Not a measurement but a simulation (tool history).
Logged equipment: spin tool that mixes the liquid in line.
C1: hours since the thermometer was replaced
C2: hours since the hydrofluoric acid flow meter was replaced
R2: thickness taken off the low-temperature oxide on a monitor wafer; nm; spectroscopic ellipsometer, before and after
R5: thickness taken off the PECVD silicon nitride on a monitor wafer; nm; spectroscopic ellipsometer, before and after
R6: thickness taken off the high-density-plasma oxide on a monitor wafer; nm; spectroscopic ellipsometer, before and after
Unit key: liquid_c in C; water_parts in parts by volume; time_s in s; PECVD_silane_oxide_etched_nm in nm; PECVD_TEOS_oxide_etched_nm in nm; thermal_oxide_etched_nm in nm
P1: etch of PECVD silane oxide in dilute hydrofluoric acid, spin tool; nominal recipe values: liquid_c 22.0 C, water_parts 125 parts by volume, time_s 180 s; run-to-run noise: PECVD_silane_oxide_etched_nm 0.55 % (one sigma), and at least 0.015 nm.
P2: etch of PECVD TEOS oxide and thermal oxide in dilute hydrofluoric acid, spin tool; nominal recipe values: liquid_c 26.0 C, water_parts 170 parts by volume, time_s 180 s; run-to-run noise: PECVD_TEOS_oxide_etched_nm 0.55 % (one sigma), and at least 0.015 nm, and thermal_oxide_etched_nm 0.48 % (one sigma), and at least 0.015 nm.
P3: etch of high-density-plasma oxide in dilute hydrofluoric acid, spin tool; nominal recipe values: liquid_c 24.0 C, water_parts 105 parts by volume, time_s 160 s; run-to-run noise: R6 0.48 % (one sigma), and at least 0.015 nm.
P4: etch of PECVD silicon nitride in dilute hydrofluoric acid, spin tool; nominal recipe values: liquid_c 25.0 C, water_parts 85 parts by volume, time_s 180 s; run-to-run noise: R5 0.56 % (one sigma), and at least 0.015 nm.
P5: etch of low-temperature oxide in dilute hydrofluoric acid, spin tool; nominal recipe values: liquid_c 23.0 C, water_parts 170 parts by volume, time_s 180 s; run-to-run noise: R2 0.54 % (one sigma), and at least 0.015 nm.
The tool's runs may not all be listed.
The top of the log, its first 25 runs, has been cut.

run 26 hour=287.1 | process=P2 liquid_c=26.0 water_parts=170 time_s=180 | C1=487.5 C2=426.7 | PECVD_TEOS_oxide_etched_nm=29.360 thermal_oxide_etched_nm=4.6898
run 27 hour=294.4 | process=P5 liquid_c=23.0 water_parts=295 time_s=180 | C1=494.8 C2=434.0 | R2=5.00220
run 28 hour=309.3 | process=P4 liquid_c=25.0 water_parts=85 time_s=80 | C1=509.7 C2=448.9 | R5=4.9875
run 29 hour=321.5 | process=P2 liquid_c=34.0 water_parts=170 time_s=180 | C1=521.9 C2=461.1 | PECVD_TEOS_oxide_etched_nm=39.185 thermal_oxide_etched_nm=6.1129
run 30 hour=333.1 | process=P2 liquid_c=26.0 water_parts=170 time_s=325 | C1=533.5 C2=472.7 | PECVD_TEOS_oxide_etched_nm=53.062 thermal_oxide_etched_nm=8.4119
run 31 hour=344.4 | process=P5 liquid_c=23.0 water_parts=170 time_s=180 | C1=544.8 C2=484.0 | R2=9.90720
run 32 hour=351.8 | process=P1 liquid_c=22.0 water_parts=125 time_s=180 | C1=552.2 C2=491.4 | PECVD_silane_oxide_etched_nm=19.1770
run 33 hour=359.5 | process=P2 liquid_c=26.0 water_parts=170 time_s=180 | C1=559.9 C2=499.1 | PECVD_TEOS_oxide_etched_nm=29.119 thermal_oxide_etched_nm=4.6526
run 34 hour=369.0 | process=P1 liquid_c=22.0 water_parts=180 time_s=180 | C1=569.4 C2=508.6 | PECVD_silane_oxide_etched_nm=12.5400
run 35 hour=380.4 | process=P1 liquid_c=22.0 water_parts=125 time_s=180 | C1=580.8 C2=520.0 | PECVD_silane_oxide_etched_nm=19.0190
run 36 hour=396.5 | process=P1 liquid_c=22.0 water_parts=125 time_s=180 | C1=596.9 C2=536.1 | PECVD_silane_oxide_etched_nm=19.6570
run 37 hour=403.9 | process=P1 liquid_c=22.0 water_parts=125 time_s=180 | C1=604.3 C2=543.5 | PECVD_silane_oxide_etched_nm=19.9110
run 38 hour=414.7 | process=P1 liquid_c=22.0 water_parts=125 time_s=180 | C1=615.1 C2=554.3 | PECVD_silane_oxide_etched_nm=20.2520
run 39 hour=428.0 | process=P1 liquid_c=22.0 water_parts=125 time_s=180 | C1=628.4 C2=567.6 | PECVD_silane_oxide_etched_nm=20.3750
run 40 hour=443.5 | process=P1 liquid_c=22.0 water_parts=125 time_s=180 | C1=643.9 C2=583.1 | PECVD_silane_oxide_etched_nm=20.6360
run 41 hour=456.5 | process=P1 liquid_c=22.0 water_parts=125 time_s=180 | C1=656.9 C2=596.1 | PECVD_silane_oxide_etched_nm=20.6500
run 42 hour=472.4 | process=P1 liquid_c=22.0 water_parts=125 time_s=180 | C1=672.8 C2=612.0 | PECVD_silane_oxide_etched_nm=20.7540
run 43 hour=487.4 | process=P1 liquid_c=22.0 water_parts=125 time_s=180 | C1=687.8 C2=627.0 | PECVD_silane_oxide_etched_nm=20.7180
run 44 hour=496.3 | process=P1 liquid_c=22.0 water_parts=125 time_s=180 | C1=696.7 C2=635.9 | PECVD_silane_oxide_etched_nm=20.7360
run 45 hour=507.2 | process=P1 liquid_c=22.0 water_parts=125 time_s=180 | C1=707.6 C2=646.8 | PECVD_silane_oxide_etched_nm=20.9510

Run 46 has not been measured yet. What should we expect?
run 46 hour=515.1 | process=P1 liquid_c=22.0 water_parts=125 time_s=180 | C1=715.5 C2=654.7 | PECVD_silane_oxide_etched_nm=?

Run 46 gave PECVD_silane_oxide_etched_nm 20.9490 nm.
